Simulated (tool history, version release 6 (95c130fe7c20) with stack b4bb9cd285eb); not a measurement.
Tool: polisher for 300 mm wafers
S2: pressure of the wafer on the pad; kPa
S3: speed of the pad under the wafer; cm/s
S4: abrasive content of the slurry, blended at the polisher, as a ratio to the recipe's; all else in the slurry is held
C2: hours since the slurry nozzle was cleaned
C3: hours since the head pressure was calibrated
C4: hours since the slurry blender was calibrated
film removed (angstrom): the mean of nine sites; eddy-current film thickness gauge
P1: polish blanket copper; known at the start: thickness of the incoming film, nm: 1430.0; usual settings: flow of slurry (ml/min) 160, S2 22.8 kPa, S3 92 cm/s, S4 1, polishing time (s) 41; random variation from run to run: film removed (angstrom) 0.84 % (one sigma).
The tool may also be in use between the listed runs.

{"run": 1, "hour": 9.4, "flow of slurry (ml/min)": 160, "S2": 22.8, "S3": 92, "S4": 1, "polishing time (s)": 41, "wafers polished on this pad": 515, "C2": 210.2, "C3": 376.5, "C4": 239.3, "film removed (angstrom)": 1058.8}
{"run": 2, "hour": 16.8, "flow of slurry (ml/min)": 160, "S2": 22.8, "S3": 42, "S4": 1, "polishing time (s)": 41, "wafers polished on this pad": 571, "C2": 217.6, "C3": 383.9, "C4": 246.7, "film removed (angstrom)": 482.76}
{"run": 3, "hour": 28.1, "flow of slurry (ml/min)": 160, "S2": 22.8, "S3": 92, "S4": 1, "polishing time (s)": 41, "wafers polished on this pad": 655, "C2": 228.9, "C3": 395.2, "C4": 258, "film removed (angstrom)": 1059.3}
{"run": 4, "hour": 41.9, "flow of slurry (ml/min)": 160, "S2": 22.8, "S3": 92, "S4": 1.25, "polishing time (s)": 41, "wafers polished on this pad": 758, "C2": 242.7, "C3": 409, "C4": 271.8, "film removed (angstrom)": 1102.5}
{"run": 5, "hour": 54.2, "flow of slurry (ml/min)": 160, "S2": 22.8, "S3": 62, "S4": 1, "polishing time (s)": 60, "wafers polished on this pad": 850, "C2": 255, "C3": 421.3, "C4": 284.1, "film removed (angstrom)": 1035.6}
{"run": 6, "hour": 62.2, "flow of slurry (ml/min)": 160, "S2": 22.8, "S3": 92, "S4": 1, "polishing time (s)": 19, "wafers polished on this pad": 910, "C2": 263, "C3": 429.3, "C4": 292.1, "film removed (angstrom)": 485.01}
{"run": 7, "hour": 72.7, "flow of slurry (ml/min)": 160, "S2": 22.8, "S3": 92, "S4": 0.5, "polishing time (s)": 41, "wafers polished on this pad": 989, "C2": 273.5, "C3": 439.8, "C4": 302.6, "film removed (angstrom)": 915.53}
{"hour": 77.3, "done": "worn pad replaced by a new one"}
{"run": 8, "hour": 82.9, "flow of slurry (ml/min)": 160, "S2": 22.8, "S3": 92, "S4": 1.4, "polishing time (s)": 20, "wafers polished on this pad": 42, "C2": 283.7, "C3": 450, "C4": 312.8, "film removed (angstrom)": 554.25}
{"run": 9, "hour": 98.4, "flow of slurry (ml/min)": 120, "S2": 22.8, "S3": 92, "S4": 1, "polishing time (s)": 41, "wafers polished on this pad": 158, "C2": 299.2, "C3": 465.5, "C4": 328.3, "film removed (angstrom)": 982.11}
{"run": 10, "hour": 110.1, "flow of slurry (ml/min)": 245, "S2": 22.8, "S3": 92, "S4": 1, "polishing time (s)": 41, "wafers polished on this pad": 246, "C2": 310.9, "C3": 477.2, "C4": 340, "film removed (angstrom)": 1106.3}
{"run": 11, "hour": 119.8, "flow of slurry (ml/min)": 160, "S2": 22.8, "S3": 92, "S4": 1, "polishing time (s)": 41, "wafers polished on this pad": 318, "C2": 320.6, "C3": 486.9, "C4": 349.7, "film removed (angstrom)": 1042.1}
{"run": 12, "hour": 135.9, "flow of slurry (ml/min)": 160, "S2": 35.9, "S3": 92, "S4": 1, "polishing time (s)": 41, "wafers polished on this pad": 439, "C2": 336.7, "C3": 503, "C4": 365.8, "film removed (angstrom)": 1640.6}
{"run": 13, "hour": 150.5, "flow of slurry (ml/min)": 160, "S2": 22.8, "S3": 92, "S4": 1, "polishing time (s)": 41, "wafers polished on this pad": 548, "C2": 351.3, "C3": 517.6, "C4": 380.4, "film removed (angstrom)": 1047.5}
{"run": 14, "hour": 162.3, "flow of slurry (ml/min)": 160, "S2": 22.8, "S3": 92, "S4": 1, "polishing time (s)": 41, "wafers polished on this pad": 636, "C2": 363.1, "C3": 529.4, "C4": 392.2, "film removed (angstrom)": 1037.4}
{"run": 15, "hour": 172.5, "flow of slurry (ml/min)": 160, "S2": 22.8, "S3": 116, "S4": 1, "polishing time (s)": 41, "wafers polished on this pad": 712, "C2": 373.3, "C3": 539.6, "C4": 402.4, "film removed (angstrom)": 1339.2}
{"run": 16, "hour": 186.1, "flow of slurry (ml/min)": 160, "S2": 22.8, "S3": 92, "S4": 1, "polishing time (s)": 64, "wafers polished on this pad": 814, "C2": 386.9, "C3": 553.2, "C4": 416, "film removed (angstrom)": 1647.9}
{"run": 17, "hour": 197.3, "flow of slurry (ml/min)": 160, "S2": 22.8, "S3": 92, "S4": 1, "polishing time (s)": 41, "wafers polished on this pad": 898, "C2": 398.1, "C3": 564.4, "C4": 427.2, "film removed (angstrom)": 1041.3}
{"run": 18, "hour": 212.0, "flow of slurry (ml/min)": 160, "S2": 22.8, "S3": 92, "S4": 1, "polishing time (s)": 41, "wafers polished on this pad": 1008, "C2": 412.8, "C3": 579.1, "C4": 441.9, "film removed (angstrom)": 1062.6}
{"run": 19, "hour": 221.5, "flow of slurry (ml/min)": 160, "S2": 10.3, "S3": 92, "S4": 1, "polishing time (s)": 41, "wafers polished on this pad": 1079, "C2": 422.3, "C3": 588.6, "C4": 451.4, "film removed (angstrom)": 482.57}
{"run": 20, "hour": 230.7, "flow of slurry (ml/min)": 160, "S2": 22.8, "S3": 92, "S4": 1, "polishing time (s)": 41, "wafers polished on this pad": 1148, "C2": 431.5, "C3": 597.8, "C4": 460.6, "film removed (angstrom)": 1044.8}
{"run": 21, "hour": 244.8, "flow of slurry (ml/min)": 160, "S2": 22.8, "S3": 92, "S4": 1, "polishing time (s)": 41, "wafers polished on this pad": 1253, "C2": 445.6, "C3": 611.9, "C4": 474.7, "film removed (angstrom)": 1020.5}
{"run": 22, "hour": 252.1, "flow of slurry (ml/min)": 160, "S2": 22.8, "S3": 92, "S4": 1, "polishing time (s)": 41, "wafers polished on this pad": 1308, "C2": 452.9, "C3": 619.2, "C4": 482, "film removed (angstrom)": 1015.6}
{"run": 23, "hour": 260.7, "flow of slurry (ml/min)": 160, "S2": 22.8, "S3": 92, "S4": 1, "polishing time (s)": 41, "wafers polished on this pad": 1372, "C2": 461.5, "C3": 627.8, "C4": 490.6, "film removed (angstrom)": 1005.9}
{"run": 24, "hour": 268.7, "flow of slurry (ml/min)": 160, "S2": 22.8, "S3": 92, "S4": 1, "polishing time (s)": 41, "wafers polished on this pad": 1432, "C2": 469.5, "C3": 635.8, "C4": 498.6, "film removed (angstrom)": 1009.6}
{"run": 25, "hour": 279.2, "flow of slurry (ml/min)": 160, "S2": 22.8, "S3": 92, "S4": 1, "polishing time (s)": 41, "wafers polished on this pad": 1511, "C2": 480, "C3": 646.3, "C4": 509.1, "film removed (angstrom)": 982.58}
{"run": 26, "hour": 294.2, "flow of slurry (ml/min)": 160, "S2": 22.8, "S3": 92, "S4": 1, "polishing time (s)": 41, "wafers polished on this pad": 1623, "C2": 495, "C3": 661.3, "C4": 524.1, "film removed (angstrom)": 979.13}
{"hour": 296.0, "done": "head pressure recalibrated"}
{"hour": 297.6, "done": "worn pad replaced by a new one"}
{"run": 27, "hour": 308.4, "flow of slurry (ml/min)": 160, "S2": 22.8, "S3": 92, "S4": 1, "polishing time (s)": 41, "wafers polished on this pad": 80, "C2": 509.2, "C3": 12.4, "C4": 538.3, "film removed (angstrom)": 971.31}
{"run": 28, "hour": 321.6, "flow of slurry (ml/min)": 160, "S2": 22.8, "S3": 92, "S4": 1, "polishing time (s)": 41, "wafers polished on this pad": 179, "C2": 522.4, "C3": 25.6, "C4": 551.5, "film removed (angstrom)": 972.84}
{"run": 29, "hour": 332.2, "flow of slurry (ml/min)": 160, "S2": 22.8, "S3": 92, "S4": 1, "polishing time (s)": 41, "wafers polished on this pad": 258, "C2": 533, "C3": 36.2, "C4": 562.1, "film removed (angstrom)": 973.86}
{"run": 30, "hour": 346.1, "flow of slurry (ml/min)": 160, "S2": 22.8, "S3": 92, "S4": 1, "polishing time (s)": 41, "wafers polished on this pad": 362, "C2": 546.9, "C3": 50.1, "C4": 576, "film removed (angstrom)": 969.96}
{"run": 31, "hour": 354.4, "flow of slurry (ml/min)": 160, "S2": 22.8, "S3": 92, "S4": 1, "polishing time (s)": 41, "wafers polished on this pad": 425, "C2": 555.2, "C3": 58.4, "C4": 584.3, "film removed (angstrom)": 967.39}

What P1 gives has crept away from where it was. These 2 causes fit the log equally well, each at the size given:
A: slurry flow missing at the pad, % = 34.3
B: abrasive missing from the slurry, % = 33.2
The creep began at about hour 230.7.
Why every other cause is out:
removal rate lost through wear of the pad, %: serviced at hour 297.6, which brought nothing back
head's pressure below its setpoint, %: serviced at hour 296, which brought nothing back

4 check runs are offered, each on 5 wafers whose results are averaged, their results left as question marks. Which one tells the causes apart?
{"run": "check 1", "hour": 362.7, "flow of slurry (ml/min)": 160, "S2": 10.3, "S3": 92, "S4": 1, "polishing time (s)": 41, "film removed (angstrom)": "?"}
{"run": "check 2", "hour": 362.7, "flow of slurry (ml/min)": 160, "S2": 33.8, "S3": 68, "S4": 1, "polishing time (s)": 41, "film removed (angstrom)": "?"}
{"run": "check 3", "hour": 362.7, "flow of slurry (ml/min)": 160, "S2": 22.8, "S3": 66, "S4": 0.55, "polishing time (s)": 41, "film removed (angstrom)": "?"}
{"run": "check 4", "hour": 362.7, "flow of slurry (ml/min)": 240, "S2": 22.8, "S3": 92, "S4": 1, "polishing time (s)": 41, "film removed (angstrom)": "?"}

What each check would give under each cause:
check=check_1 result=film_removed_(angstrom) if_A=440.33 if_B=440.26
check=check_2 result=film_removed_(angstrom) if_A=1063.2 if_B=1063
check=check_3 result=film_removed_(angstrom) if_A=614.23 if_B=618.09
check=check_4 result=film_removed_(angstrom) if_A=1051.3 if_B=1023.8
How far apart the two closest causes lie, in the result that separates them most: check 1 0.02 %; check 2 0.02 %; check 3 0.63 %; check 4 2.65 %
Only check 4 tells the causes apart: in the others they would give nearly the same result.

Check 4 was then run and gave: film removed (angstrom) 1030.5. Which cause is it?

It is B: abrasive missing from the slurry, %.
